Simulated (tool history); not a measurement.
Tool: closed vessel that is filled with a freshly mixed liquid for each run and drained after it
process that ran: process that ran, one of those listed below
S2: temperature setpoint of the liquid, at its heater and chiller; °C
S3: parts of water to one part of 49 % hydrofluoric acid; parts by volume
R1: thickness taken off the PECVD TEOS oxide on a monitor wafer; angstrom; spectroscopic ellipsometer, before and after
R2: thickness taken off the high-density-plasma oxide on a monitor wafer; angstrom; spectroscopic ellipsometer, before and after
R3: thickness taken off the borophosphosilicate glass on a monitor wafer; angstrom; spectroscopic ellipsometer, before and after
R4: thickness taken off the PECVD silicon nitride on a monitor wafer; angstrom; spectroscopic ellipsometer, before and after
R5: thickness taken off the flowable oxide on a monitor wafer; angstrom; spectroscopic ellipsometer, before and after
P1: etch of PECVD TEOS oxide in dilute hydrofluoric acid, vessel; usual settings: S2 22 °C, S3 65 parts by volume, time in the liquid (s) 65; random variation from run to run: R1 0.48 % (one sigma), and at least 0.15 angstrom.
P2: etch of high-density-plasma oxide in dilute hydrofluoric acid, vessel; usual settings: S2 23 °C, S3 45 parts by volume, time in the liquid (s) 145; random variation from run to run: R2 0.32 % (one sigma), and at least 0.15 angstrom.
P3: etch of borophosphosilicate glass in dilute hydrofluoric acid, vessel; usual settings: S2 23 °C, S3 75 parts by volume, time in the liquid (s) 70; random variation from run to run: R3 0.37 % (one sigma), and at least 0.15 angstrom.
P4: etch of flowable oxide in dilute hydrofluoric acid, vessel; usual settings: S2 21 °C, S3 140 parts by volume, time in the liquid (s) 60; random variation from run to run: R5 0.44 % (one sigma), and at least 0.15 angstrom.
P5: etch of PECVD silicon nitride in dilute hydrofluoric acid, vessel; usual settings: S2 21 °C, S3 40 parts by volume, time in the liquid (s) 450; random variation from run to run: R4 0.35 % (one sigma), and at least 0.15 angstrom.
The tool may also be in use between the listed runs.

{"run": 1, "day": 0.654, "process that ran": "P1", "S2": 22, "S3": 65, "time in the liquid (s)": 65, "R1": 125.53}
{"run": 2, "day": 1.021, "process that ran": "P1", "S2": 22, "S3": 105, "time in the liquid (s)": 110, "R1": 125.78}
{"run": 3, "day": 1.383, "process that ran": "P2", "S2": 23, "S3": 45, "time in the liquid (s)": 30, "R2": 35.011}
{"run": 4, "day": 2.062, "process that ran": "P2", "S2": 27.5, "S3": 45, "time in the liquid (s)": 145, "R2": 201.36}
{"run": 5, "day": 2.462, "process that ran": "P3", "S2": 23, "S3": 75, "time in the liquid (s)": 100, "R3": 635.69}
{"run": 6, "day": 2.875, "process that ran": "P3", "S2": 31.5, "S3": 75, "time in the liquid (s)": 70, "R3": 615.37}
{"run": 7, "day": 3.571, "process that ran": "P1", "S2": 22, "S3": 65, "time in the liquid (s)": 115, "R1": 223.95}
{"run": 8, "day": 4.1, "process that ran": "P1", "S2": 22, "S3": 65, "time in the liquid (s)": 65, "R1": 126.31}
{"run": 9, "day": 4.646, "process that ran": "P5", "S2": 21, "S3": 70, "time in the liquid (s)": 450, "R4": 98.655}
{"run": 10, "day": 5.379, "process that ran": "P1", "S2": 22, "S3": 65, "time in the liquid (s)": 65, "R1": 125.89}
{"run": 11, "day": 5.842, "process that ran": "P5", "S2": 21, "S3": 40, "time in the liquid (s)": 825, "R4": 312.09}
{"run": 12, "day": 6.571, "process that ran": "P4", "S2": 21, "S3": 40, "time in the liquid (s)": 60, "R5": 704.28}
{"run": 13, "day": 7.25, "process that ran": "P1", "S2": 27, "S3": 65, "time in the liquid (s)": 65, "R1": 153.72}
{"run": 14, "day": 7.962, "process that ran": "P4", "S2": 29, "S3": 140, "time in the liquid (s)": 60, "R5": 242.8}
{"run": 15, "day": 8.321, "process that ran": "P1", "S2": 22, "S3": 65, "time in the liquid (s)": 65, "R1": 126.42}
{"run": 16, "day": 9.05, "process that ran": "P3", "S2": 23, "S3": 120, "time in the liquid (s)": 70, "R3": 260.59}
{"run": 17, "day": 9.517, "process that ran": "P5", "S2": 21, "S3": 40, "time in the liquid (s)": 450, "R4": 169.7}
{"day": 9.733, "done": "hydrofluoric acid flow meter replaced"}
{"run": 18, "day": 10.192, "process that ran": "P1", "S2": 22, "S3": 65, "time in the liquid (s)": 30, "R1": 58.116}
{"run": 19, "day": 10.779, "process that ran": "P1", "S2": 22, "S3": 65, "time in the liquid (s)": 65, "R1": 124.85}
{"run": 20, "day": 11.442, "process that ran": "P4", "S2": 21, "S3": 140, "time in the liquid (s)": 30, "R5": 89.737}
{"run": 21, "day": 12.225, "process that ran": "P2", "S2": 23, "S3": 45, "time in the liquid (s)": 145, "R2": 168.72}
{"run": 22, "day": 12.779, "process that ran": "P5", "S2": 28, "S3": 40, "time in the liquid (s)": 450, "R4": 270.04}
{"run": 23, "day": 13.529, "process that ran": "P5", "S2": 21, "S3": 40, "time in the liquid (s)": 450, "R4": 170.08}
{"run": 24, "day": 13.892, "process that ran": "P4", "S2": 21, "S3": 140, "time in the liquid (s)": 60, "R5": 179.69}
{"run": 25, "day": 14.321, "process that ran": "P1", "S2": 17, "S3": 65, "time in the liquid (s)": 65, "R1": 102.08}
{"run": 26, "day": 15.062, "process that ran": "P1", "S2": 22, "S3": 65, "time in the liquid (s)": 65, "R1": 126.54}
{"run": 27, "day": 15.408, "process that ran": "P1", "S2": 22, "S3": 100, "time in the liquid (s)": 65, "R1": 78.72}
{"run": 28, "day": 15.938, "process that ran": "P1", "S2": 22, "S3": 30, "time in the liquid (s)": 65, "R1": 284.41}
{"run": 29, "day": 16.471, "process that ran": "P2", "S2": 23, "S3": 65, "time in the liquid (s)": 145, "R2": 113.83}
{"run": 30, "day": 17.233, "process that ran": "P3", "S2": 23, "S3": 75, "time in the liquid (s)": 70, "R3": 440.7}
{"run": 31, "day": 17.838, "process that ran": "P1", "S2": 22, "S3": 65, "time in the liquid (s)": 65, "R1": 125.67}
{"run": 32, "day": 18.475, "process that ran": "P1", "S2": 22, "S3": 65, "time in the liquid (s)": 65, "R1": 130.49}
{"run": 33, "day": 19.1, "process that ran": "P1", "S2": 22, "S3": 65, "time in the liquid (s)": 65, "R1": 131.66}
{"run": 34, "day": 19.867, "process that ran": "P1", "S2": 22, "S3": 65, "time in the liquid (s)": 65, "R1": 134.11}
{"run": 35, "day": 20.408, "process that ran": "P1", "S2": 22, "S3": 65, "time in the liquid (s)": 65, "R1": 134.94}
{"run": 36, "day": 20.783, "process that ran": "P1", "S2": 22, "S3": 65, "time in the liquid (s)": 65, "R1": 134.78}
{"run": 37, "day": 21.2, "process that ran": "P1", "S2": 22, "S3": 65, "time in the liquid (s)": 65, "R1": 134.67}
{"run": 38, "day": 21.796, "process that ran": "P1", "S2": 22, "S3": 65, "time in the liquid (s)": 65, "R1": 135.52}
{"run": 39, "day": 22.329, "process that ran": "P1", "S2": 22, "S3": 65, "time in the liquid (s)": 65, "R1": 135.02}
{"run": 40, "day": 22.946, "process that ran": "P1", "S2": 22, "S3": 65, "time in the liquid (s)": 65, "R1": 134.85}

What P1 gives has crept away from where it was. These 2 causes fit the log equally well, each at the size given:
A: liquid hotter than its thermometer reads (K) = 1.78
B: hydrofluoric acid flow above the setpoint (%) = 7
The creep began at about day 17.838.

4 check runs are offered, one wafer each, their results left as question marks. Which one tells the causes apart?
{"run": "check 1", "day": 23.562, "process that ran": "P3", "S2": 23, "S3": 75, "time in the liquid (s)": 70, "R3": "?"}
{"run": "check 2", "day": 23.562, "process that ran": "P5", "S2": 21, "S3": 40, "time in the liquid (s)": 450, "R4": "?"}
{"run": "check 3", "day": 23.562, "process that ran": "P2", "S2": 23, "S3": 45, "time in the liquid (s)": 145, "R2": "?"}
{"run": "check 4", "day": 23.562, "process that ran": "P4", "S2": 21, "S3": 140, "time in the liquid (s)": 60, "R5": "?"}

What each check would give under each cause:
check=check_1 result=R3 if_A=474.93 if_B=475.85
check=check_2 result=R4 if_A=192.12 if_B=181.5
check=check_3 result=R2 if_A=181.65 if_B=181.25
check=check_4 result=R5 if_A=192.56 if_B=194.04
How far apart the two closest causes lie, in the result that separates them most: check 1 0.19 %; check 2 5.68 %; check 3 0.22 %; check 4 0.77 %
Check 2 tells the causes apart: in the others they would give nearly the same result.

Then check 2 was run and gave: R4 192.37 angstrom. Which cause is it?

It is A: liquid hotter than its thermometer reads (K).
